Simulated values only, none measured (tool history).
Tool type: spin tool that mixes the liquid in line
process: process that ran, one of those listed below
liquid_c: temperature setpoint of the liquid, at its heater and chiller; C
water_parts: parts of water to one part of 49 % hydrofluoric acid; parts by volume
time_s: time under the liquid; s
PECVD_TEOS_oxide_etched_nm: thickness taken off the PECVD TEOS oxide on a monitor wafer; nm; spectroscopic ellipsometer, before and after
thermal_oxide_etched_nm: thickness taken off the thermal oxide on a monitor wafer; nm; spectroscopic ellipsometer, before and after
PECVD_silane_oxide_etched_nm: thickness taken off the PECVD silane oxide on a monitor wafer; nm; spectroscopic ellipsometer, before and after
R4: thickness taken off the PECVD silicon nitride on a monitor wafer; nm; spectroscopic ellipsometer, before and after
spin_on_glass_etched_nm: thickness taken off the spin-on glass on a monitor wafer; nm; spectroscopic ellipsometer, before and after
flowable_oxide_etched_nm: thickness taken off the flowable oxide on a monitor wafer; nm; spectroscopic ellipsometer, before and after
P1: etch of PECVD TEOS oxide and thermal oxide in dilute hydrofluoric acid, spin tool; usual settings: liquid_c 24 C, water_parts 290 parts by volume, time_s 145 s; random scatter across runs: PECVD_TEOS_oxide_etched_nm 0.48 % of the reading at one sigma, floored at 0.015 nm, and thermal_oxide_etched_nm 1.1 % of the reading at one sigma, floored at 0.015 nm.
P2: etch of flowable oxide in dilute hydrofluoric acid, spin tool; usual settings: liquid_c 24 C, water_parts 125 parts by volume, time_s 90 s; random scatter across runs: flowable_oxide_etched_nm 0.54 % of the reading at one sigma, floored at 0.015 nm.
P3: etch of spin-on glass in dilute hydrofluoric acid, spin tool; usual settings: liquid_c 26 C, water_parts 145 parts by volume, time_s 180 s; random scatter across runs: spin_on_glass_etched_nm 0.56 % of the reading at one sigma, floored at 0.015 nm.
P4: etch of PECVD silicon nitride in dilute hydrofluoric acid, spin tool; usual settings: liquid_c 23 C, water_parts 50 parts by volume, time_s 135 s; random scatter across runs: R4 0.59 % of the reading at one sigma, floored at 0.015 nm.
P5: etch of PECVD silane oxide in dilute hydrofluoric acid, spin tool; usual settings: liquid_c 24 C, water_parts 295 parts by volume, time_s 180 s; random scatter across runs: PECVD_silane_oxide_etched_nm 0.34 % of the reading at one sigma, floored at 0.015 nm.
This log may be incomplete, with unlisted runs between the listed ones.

{"run": 1, "hour": 14.9, "process": "P1", "liquid_c": 24, "water_parts": 290, "time_s": 145, "PECVD_TEOS_oxide_etched_nm": 7.666, "thermal_oxide_etched_nm": 1.9814}
{"run": 2, "hour": 31.4, "process": "P1", "liquid_c": 17, "water_parts": 290, "time_s": 245, "PECVD_TEOS_oxide_etched_nm": 9.9961, "thermal_oxide_etched_nm": 2.5835}
{"run": 3, "hour": 45.0, "process": "P1", "liquid_c": 24, "water_parts": 290, "time_s": 145, "PECVD_TEOS_oxide_etched_nm": 7.5824, "thermal_oxide_etched_nm": 1.9872}
{"run": 4, "hour": 57.1, "process": "P5", "liquid_c": 24, "water_parts": 295, "time_s": 180, "PECVD_silane_oxide_etched_nm": 7.9598}
{"run": 5, "hour": 72.9, "process": "P1", "liquid_c": 24, "water_parts": 505, "time_s": 145, "PECVD_TEOS_oxide_etched_nm": 3.6117, "thermal_oxide_etched_nm": 0.93407}
{"run": 6, "hour": 89.0, "process": "P4", "liquid_c": 23, "water_parts": 50, "time_s": 50, "R4": 1.9328}
{"run": 7, "hour": 103.2, "process": "P4", "liquid_c": 23, "water_parts": 70, "time_s": 135, "R4": 3.7045}
{"run": 8, "hour": 111.0, "process": "P3", "liquid_c": 26, "water_parts": 145, "time_s": 100, "spin_on_glass_etched_nm": 22.751}
{"run": 9, "hour": 125.3, "process": "P4", "liquid_c": 23, "water_parts": 50, "time_s": 135, "R4": 5.1894}
{"run": 10, "hour": 134.3, "process": "P1", "liquid_c": 20, "water_parts": 290, "time_s": 145, "PECVD_TEOS_oxide_etched_nm": 6.5949, "thermal_oxide_etched_nm": 1.7387}
{"hour": 134.6, "done": "thermometer replaced"}
{"run": 11, "hour": 143.5, "process": "P1", "liquid_c": 24, "water_parts": 290, "time_s": 145, "PECVD_TEOS_oxide_etched_nm": 7.6624, "thermal_oxide_etched_nm": 1.958}
{"run": 12, "hour": 158.5, "process": "P1", "liquid_c": 24, "water_parts": 290, "time_s": 145, "PECVD_TEOS_oxide_etched_nm": 7.5536, "thermal_oxide_etched_nm": 1.9815}
{"run": 13, "hour": 167.1, "process": "P1", "liquid_c": 24, "water_parts": 100, "time_s": 145, "PECVD_TEOS_oxide_etched_nm": 27.181, "thermal_oxide_etched_nm": 7.0416}
{"run": 14, "hour": 176.3, "process": "P1", "liquid_c": 24, "water_parts": 290, "time_s": 15, "PECVD_TEOS_oxide_etched_nm": 0.80498, "thermal_oxide_etched_nm": 0.22115}
{"run": 15, "hour": 187.9, "process": "P5", "liquid_c": 24, "water_parts": 295, "time_s": 280, "PECVD_silane_oxide_etched_nm": 12.336}
{"run": 16, "hour": 201.3, "process": "P1", "liquid_c": 30.5, "water_parts": 290, "time_s": 145, "PECVD_TEOS_oxide_etched_nm": 9.5022, "thermal_oxide_etched_nm": 2.4739}
{"run": 17, "hour": 211.0, "process": "P5", "liquid_c": 24, "water_parts": 295, "time_s": 180, "PECVD_silane_oxide_etched_nm": 7.9714}
{"run": 18, "hour": 222.5, "process": "P2", "liquid_c": 30, "water_parts": 125, "time_s": 90, "flowable_oxide_etched_nm": 32.71}
{"run": 19, "hour": 230.8, "process": "P2", "liquid_c": 24, "water_parts": 125, "time_s": 90, "flowable_oxide_etched_nm": 26.134}
{"run": 20, "hour": 239.6, "process": "P5", "liquid_c": 24, "water_parts": 510, "time_s": 180, "PECVD_silane_oxide_etched_nm": 3.8082}
{"run": 21, "hour": 247.1, "process": "P2", "liquid_c": 24, "water_parts": 125, "time_s": 180, "flowable_oxide_etched_nm": 52.372}
{"run": 22, "hour": 255.7, "process": "P3", "liquid_c": 26, "water_parts": 145, "time_s": 180, "spin_on_glass_etched_nm": 40.937}
{"run": 23, "hour": 267.8, "process": "P4", "liquid_c": 31, "water_parts": 50, "time_s": 135, "R4": 8.7537}
{"run": 24, "hour": 280.6, "process": "P1", "liquid_c": 24, "water_parts": 450, "time_s": 15, "PECVD_TEOS_oxide_etched_nm": 0.44847, "thermal_oxide_etched_nm": 0.11494}
{"run": 25, "hour": 289.2, "process": "P1", "liquid_c": 24, "water_parts": 290, "time_s": 245, "PECVD_TEOS_oxide_etched_nm": 12.802, "thermal_oxide_etched_nm": 3.379}
{"run": 26, "hour": 300.9, "process": "P3", "liquid_c": 26, "water_parts": 245, "time_s": 180, "spin_on_glass_etched_nm": 21.603}
{"run": 27, "hour": 311.8, "process": "P2", "liquid_c": 24, "water_parts": 125, "time_s": 90, "flowable_oxide_etched_nm": 26.033}
{"run": 28, "hour": 327.4, "process": "P1", "liquid_c": 24, "water_parts": 190, "time_s": 70, "PECVD_TEOS_oxide_etched_nm": 6.2617, "thermal_oxide_etched_nm": 1.6272}
{"run": 29, "hour": 337.6, "process": "P3", "liquid_c": 19, "water_parts": 145, "time_s": 180, "spin_on_glass_etched_nm": 31.24}
{"run": 30, "hour": 347.4, "process": "P2", "liquid_c": 24, "water_parts": 220, "time_s": 90, "flowable_oxide_etched_nm": 13.546}
{"run": 31, "hour": 360.1, "process": "P5", "liquid_c": 17, "water_parts": 295, "time_s": 180, "PECVD_silane_oxide_etched_nm": 6.1774}
{"run": 32, "hour": 375.4, "process": "P1", "liquid_c": 24, "water_parts": 290, "time_s": 145, "PECVD_TEOS_oxide_etched_nm": 7.5546, "thermal_oxide_etched_nm": 1.9529}
{"run": 33, "hour": 389.3, "process": "P1", "liquid_c": 24, "water_parts": 290, "time_s": 145, "PECVD_TEOS_oxide_etched_nm": 7.3498, "thermal_oxide_etched_nm": 1.9038}
{"run": 34, "hour": 397.8, "process": "P1", "liquid_c": 24, "water_parts": 290, "time_s": 145, "PECVD_TEOS_oxide_etched_nm": 7.2943, "thermal_oxide_etched_nm": 1.8892}
{"run": 35, "hour": 406.0, "process": "P1", "liquid_c": 24, "water_parts": 290, "time_s": 145, "PECVD_TEOS_oxide_etched_nm": 7.1636, "thermal_oxide_etched_nm": 1.8857}
{"run": 36, "hour": 418.0, "process": "P1", "liquid_c": 24, "water_parts": 290, "time_s": 145, "PECVD_TEOS_oxide_etched_nm": 7.1196, "thermal_oxide_etched_nm": 1.8486}
{"run": 37, "hour": 426.6, "process": "P1", "liquid_c": 24, "water_parts": 290, "time_s": 145, "PECVD_TEOS_oxide_etched_nm": 7.0215, "thermal_oxide_etched_nm": 1.8654}
{"run": 38, "hour": 439.3, "process": "P1", "liquid_c": 24, "water_parts": 290, "time_s": 145, "PECVD_TEOS_oxide_etched_nm": 7.0574, "thermal_oxide_etched_nm": 1.8609}
{"run": 39, "hour": 454.7, "process": "P1", "liquid_c": 24, "water_parts": 290, "time_s": 145, "PECVD_TEOS_oxide_etched_nm": 7.1167, "thermal_oxide_etched_nm": 1.8834}
{"run": 40, "hour": 466.6, "process": "P1", "liquid_c": 24, "water_parts": 290, "time_s": 145, "PECVD_TEOS_oxide_etched_nm": 7.0574, "thermal_oxide_etched_nm": 1.8246}
{"run": 41, "hour": 477.5, "process": "P1", "liquid_c": 24, "water_parts": 290, "time_s": 145, "PECVD_TEOS_oxide_etched_nm": 7.0105, "thermal_oxide_etched_nm": 1.805}

P1 no longer gives what it gave before; its output has crept away from where it was. The following 2 causes, each at its listed size, fit the log equally well:
A: liquid colder than its thermometer reads (K) = 2.3
B: hydrofluoric acid flow below the setpoint (%) = 6.1
Onset of the creep was near hour 375.4.

4 check runs are offered, one wafer each, their results left as question marks. Which one tells the causes apart?
{"run": "check 1", "hour": 488.4, "process": "P3", "liquid_c": 19.5, "water_parts": 235, "time_s": 180, "spin_on_glass_etched_nm": "?"}
{"run": "check 2", "hour": 488.4, "process": "P4", "liquid_c": 23, "water_parts": 70, "time_s": 135, "R4": "?"}
{"run": "check 3", "hour": 488.4, "process": "P2", "liquid_c": 24, "water_parts": 205, "time_s": 145, "flowable_oxide_etched_nm": "?"}
{"run": "check 4", "hour": 488.4, "process": "P5", "liquid_c": 21, "water_parts": 295, "time_s": 250, "PECVD_silane_oxide_etched_nm": "?"}

How each check would come out, cause by cause:
check=check_1 result=spin_on_glass_etched_nm if_A=16.364 if_B=16.554
check=check_2 result=R4 if_A=3.1726 if_B=3.4867
check=check_3 result=flowable_oxide_etched_nm if_A=21.535 if_B=21.723
check=check_4 result=PECVD_silane_oxide_etched_nm if_A=9.1337 if_B=9.1704
How far apart the two closest causes lie, in the result that separates them most: check 1 1.15 %; check 2 9.44 %; check 3 0.87 %; check 4 0.4 %
Of the check runs offered, only check 2 discriminates between the causes; the rest would read about the same regardless of which cause applies.

After running check 2, the following was obtained: R4 3.5346 nm. Which cause does this point to?

Of the candidate causes, it is B: hydrofluoric acid flow below the setpoint (%).
